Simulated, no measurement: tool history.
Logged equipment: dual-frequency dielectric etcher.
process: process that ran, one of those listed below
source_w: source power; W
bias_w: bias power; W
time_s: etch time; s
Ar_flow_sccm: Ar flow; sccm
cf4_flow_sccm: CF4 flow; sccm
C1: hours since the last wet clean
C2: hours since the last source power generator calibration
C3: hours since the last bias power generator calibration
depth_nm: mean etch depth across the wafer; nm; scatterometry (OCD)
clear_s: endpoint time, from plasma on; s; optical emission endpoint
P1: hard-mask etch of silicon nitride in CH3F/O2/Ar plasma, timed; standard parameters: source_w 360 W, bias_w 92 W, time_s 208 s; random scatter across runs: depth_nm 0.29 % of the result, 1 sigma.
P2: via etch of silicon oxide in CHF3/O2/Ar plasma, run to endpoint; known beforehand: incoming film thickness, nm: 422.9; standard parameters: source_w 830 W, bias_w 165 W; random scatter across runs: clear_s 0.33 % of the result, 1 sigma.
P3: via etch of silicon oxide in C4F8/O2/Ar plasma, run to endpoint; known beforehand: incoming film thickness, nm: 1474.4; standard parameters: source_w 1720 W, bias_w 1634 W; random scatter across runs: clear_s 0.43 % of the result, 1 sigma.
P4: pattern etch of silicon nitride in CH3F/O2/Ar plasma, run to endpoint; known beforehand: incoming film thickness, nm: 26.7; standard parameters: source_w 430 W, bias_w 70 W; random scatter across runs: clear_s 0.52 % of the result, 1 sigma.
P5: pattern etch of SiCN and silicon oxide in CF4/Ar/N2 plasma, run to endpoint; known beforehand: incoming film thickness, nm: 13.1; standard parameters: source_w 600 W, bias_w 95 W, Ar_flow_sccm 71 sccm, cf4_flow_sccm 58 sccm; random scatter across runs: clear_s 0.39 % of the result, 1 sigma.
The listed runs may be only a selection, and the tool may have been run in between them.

{"run": 1, "hour": 11.4, "process": "P1", "source_w": 360, "bias_w": 92, "time_s": 208, "C1": 293.8, "C2": 901.5, "C3": 3766.7, "depth_nm": 151.49}
{"run": 2, "hour": 18.7, "process": "P1", "source_w": 360, "bias_w": 121, "time_s": 208, "C1": 301.1, "C2": 908.8, "C3": 3774, "depth_nm": 168.42}
{"run": 3, "hour": 30.2, "process": "P4", "source_w": 430, "bias_w": 70, "C1": 312.6, "C2": 920.3, "C3": 3785.5, "clear_s": 37.852}
{"run": 4, "hour": 38.0, "process": "P4", "source_w": 610, "bias_w": 70, "C1": 320.4, "C2": 928.1, "C3": 3793.3, "clear_s": 33.136}
{"run": 5, "hour": 50.1, "process": "P3", "source_w": 1720, "bias_w": 1285, "C1": 332.5, "C2": 940.2, "C3": 3805.4, "clear_s": 359.59}
{"run": 6, "hour": 56.8, "process": "P1", "source_w": 360, "bias_w": 92, "time_s": 208, "C1": 339.2, "C2": 946.9, "C3": 3812.1, "depth_nm": 151.37}
{"run": 7, "hour": 65.8, "process": "P2", "source_w": 830, "bias_w": 165, "C1": 348.2, "C2": 955.9, "C3": 3821.1, "clear_s": 187.36}
{"run": 8, "hour": 71.0, "process": "P1", "source_w": 360, "bias_w": 92, "time_s": 208, "C1": 353.4, "C2": 961.1, "C3": 3826.3, "depth_nm": 152.35}
{"run": 9, "hour": 78.0, "process": "P5", "source_w": 600, "bias_w": 127, "Ar_flow_sccm": 71, "cf4_flow_sccm": 58, "C1": 360.4, "C2": 968.1, "C3": 3833.3, "clear_s": 9.5113}
{"run": 10, "hour": 89.2, "process": "P1", "source_w": 360, "bias_w": 65, "time_s": 114.5, "C1": 371.6, "C2": 979.3, "C3": 3844.5, "depth_nm": 73.832}
{"run": 11, "hour": 101.2, "process": "P1", "source_w": 360, "bias_w": 67, "time_s": 208, "C1": 383.6, "C2": 991.3, "C3": 3856.5, "depth_nm": 136.16}
{"run": 12, "hour": 109.4, "process": "P1", "source_w": 240, "bias_w": 92, "time_s": 208, "C1": 391.8, "C2": 999.5, "C3": 3864.7, "depth_nm": 131.03}
{"run": 13, "hour": 119.0, "process": "P4", "source_w": 430, "bias_w": 55, "C1": 401.4, "C2": 1009.1, "C3": 3874.3, "clear_s": 40.918}
{"run": 14, "hour": 130.7, "process": "P1", "source_w": 360, "bias_w": 92, "time_s": 282.5, "C1": 413.1, "C2": 1020.8, "C3": 3886, "depth_nm": 207.01}
{"run": 15, "hour": 137.5, "process": "P5", "source_w": 600, "bias_w": 95, "Ar_flow_sccm": 71, "cf4_flow_sccm": 78, "C1": 419.9, "C2": 1027.6, "C3": 3892.8, "clear_s": 10.143}
{"run": 16, "hour": 145.8, "process": "P1", "source_w": 360, "bias_w": 92, "time_s": 208, "C1": 428.2, "C2": 1035.9, "C3": 3901.1, "depth_nm": 151.31}
{"run": 17, "hour": 152.4, "process": "P1", "source_w": 360, "bias_w": 117, "time_s": 157.5, "C1": 434.8, "C2": 1042.5, "C3": 3907.7, "depth_nm": 125.94}
{"run": 18, "hour": 158.1, "process": "P3", "source_w": 1320, "bias_w": 1634, "C1": 440.5, "C2": 1048.2, "C3": 3913.4, "clear_s": 376.99}
{"run": 19, "hour": 163.6, "process": "P1", "source_w": 360, "bias_w": 92, "time_s": 127.5, "C1": 446, "C2": 1053.7, "C3": 3918.9, "depth_nm": 93.041}
{"run": 20, "hour": 174.0, "process": "P1", "source_w": 490, "bias_w": 92, "time_s": 208, "C1": 456.4, "C2": 1064.1, "C3": 3929.3, "depth_nm": 170.15}
{"run": 21, "hour": 179.3, "process": "P4", "source_w": 430, "bias_w": 70, "C1": 461.7, "C2": 1069.4, "C3": 3934.6, "clear_s": 37.877}
{"run": 22, "hour": 190.5, "process": "P5", "source_w": 600, "bias_w": 95, "Ar_flow_sccm": 47, "cf4_flow_sccm": 58, "C1": 472.9, "C2": 1080.6, "C3": 3945.8, "clear_s": 10.023}
{"run": 23, "hour": 201.4, "process": "P2", "source_w": 830, "bias_w": 196, "C1": 483.8, "C2": 1091.5, "C3": 3956.7, "clear_s": 178.71}
{"run": 24, "hour": 209.9, "process": "P2", "source_w": 580, "bias_w": 165, "C1": 492.3, "C2": 1100, "C3": 3965.2, "clear_s": 216.52}
{"run": 25, "hour": 221.8, "process": "P5", "source_w": 460, "bias_w": 95, "Ar_flow_sccm": 71, "cf4_flow_sccm": 58, "C1": 504.2, "C2": 1111.9, "C3": 3977.1, "clear_s": 13.343}
{"run": 26, "hour": 231.5, "process": "P3", "source_w": 1720, "bias_w": 1634, "C1": 513.9, "C2": 1121.6, "C3": 3986.8, "clear_s": 339.06}
{"run": 27, "hour": 243.1, "process": "P5", "source_w": 600, "bias_w": 95, "Ar_flow_sccm": 71, "cf4_flow_sccm": 58, "C1": 525.5, "C2": 1133.2, "C3": 3998.4, "clear_s": 10.597}
{"run": 28, "hour": 254.6, "process": "P2", "source_w": 830, "bias_w": 165, "C1": 537, "C2": 1144.7, "C3": 4009.9, "clear_s": 189.12}
{"run": 29, "hour": 261.2, "process": "P1", "source_w": 360, "bias_w": 92, "time_s": 208, "C1": 543.6, "C2": 1151.3, "C3": 4016.5, "depth_nm": 151.86}
{"run": 30, "hour": 267.3, "process": "P1", "source_w": 360, "bias_w": 92, "time_s": 208, "C1": 549.7, "C2": 1157.4, "C3": 4022.6, "depth_nm": 151.92}
{"run": 31, "hour": 272.5, "process": "P1", "source_w": 360, "bias_w": 92, "time_s": 208, "C1": 554.9, "C2": 1162.6, "C3": 4027.8, "depth_nm": 152.73}
{"run": 32, "hour": 283.3, "process": "P1", "source_w": 360, "bias_w": 92, "time_s": 208, "C1": 565.7, "C2": 1173.4, "C3": 4038.6, "depth_nm": 154.75}
{"run": 33, "hour": 289.8, "process": "P1", "source_w": 360, "bias_w": 92, "time_s": 208, "C1": 572.2, "C2": 1179.9, "C3": 4045.1, "depth_nm": 154.37}

Run 34 is up next; what results do you expect?
{"hour": 297.7, "done": "wet clean of the chamber"}
{"run": 34, "hour": 301.9, "process": "P1", "source_w": 360, "bias_w": 92, "time_s": 208, "C1": 4.3, "C2": 1192, "C3": 4057.2, "depth_nm": "?"}

Run 34 measured depth_nm 154.5 nm.
